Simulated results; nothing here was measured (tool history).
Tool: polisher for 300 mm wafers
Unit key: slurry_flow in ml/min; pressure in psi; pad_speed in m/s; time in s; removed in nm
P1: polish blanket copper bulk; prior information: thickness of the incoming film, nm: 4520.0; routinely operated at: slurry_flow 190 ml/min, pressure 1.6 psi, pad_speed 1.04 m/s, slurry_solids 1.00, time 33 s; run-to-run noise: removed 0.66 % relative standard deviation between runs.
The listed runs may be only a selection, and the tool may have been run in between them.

| run | hour | slurry_flow | pressure | pad_speed | slurry_solids | time | removed |
|---|---|---|---|---|---|---|---|
| 1 | 5.4 | 190 | 1.6 | 1.04 | 1.00 | 33 | 149.630 |
| 2 | 11.2 | 190 | 0.7 | 1.04 | 1.00 | 33 | 64.891 |
| 3 | 15.0 | 190 | 1.6 | 1.36 | 1.45 | 33 | 210.020 |
| 4 | 18.8 | 190 | 1.6 | 1.04 | 1.40 | 33 | 159.170 |
| 5 | 26.7 | 190 | 1.6 | 1.04 | 1.00 | 33 | 146.480 |
| 6 | 30.5 | 190 | 1.6 | 1.04 | 1.00 | 33 | 151.140 |
|  | 34.7 | head pressure recalibrated |
| 7 | 35.9 | 190 | 1.6 | 1.04 | 1.00 | 33 | 146.760 |
| 8 | 40.0 | 190 | 1.6 | 1.04 | 1.00 | 45 | 199.910 |
| 9 | 45.4 | 190 | 1.6 | 1.04 | 1.00 | 33 | 149.730 |
| 10 | 51.1 | 140 | 1.6 | 0.74 | 1.00 | 33 | 101.120 |
| 11 | 54.9 | 115 | 1.6 | 1.04 | 1.00 | 33 | 135.360 |
| 12 | 59.5 | 190 | 1.6 | 1.04 | 1.00 | 18 | 79.930 |
| 13 | 63.6 | 280 | 1.6 | 1.04 | 1.00 | 33 | 155.410 |
| 14 | 69.1 | 190 | 1.6 | 1.36 | 1.00 | 33 | 192.810 |
| 15 | 77.0 | 190 | 1.6 | 0.66 | 1.00 | 33 | 93.774 |
| 16 | 83.4 | 190 | 2.4 | 1.04 | 1.00 | 25 | 168.230 |
| 17 | 87.4 | 190 | 1.6 | 1.04 | 0.75 | 33 | 138.330 |
| 18 | 94.2 | 190 | 2.5 | 1.04 | 1.00 | 33 | 229.510 |
| 19 | 101.3 | 190 | 1.6 | 1.04 | 1.00 | 33 | 148.730 |
| 20 | 106.2 | 190 | 1.6 | 1.04 | 1.00 | 33 | 144.610 |
| 21 | 110.4 | 190 | 1.6 | 1.04 | 1.00 | 33 | 144.080 |
| 22 | 117.4 | 190 | 1.6 | 1.04 | 1.00 | 33 | 143.460 |
| 23 | 124.8 | 190 | 1.6 | 1.04 | 1.00 | 33 | 139.990 |

What will run 24 give?
|  | 127.7 | slurry blender recalibrated |
| 24 | 132.1 | 190 | 1.6 | 1.04 | 1.00 | 33 | ? |

{"run 24": {"removed": 140.12}}
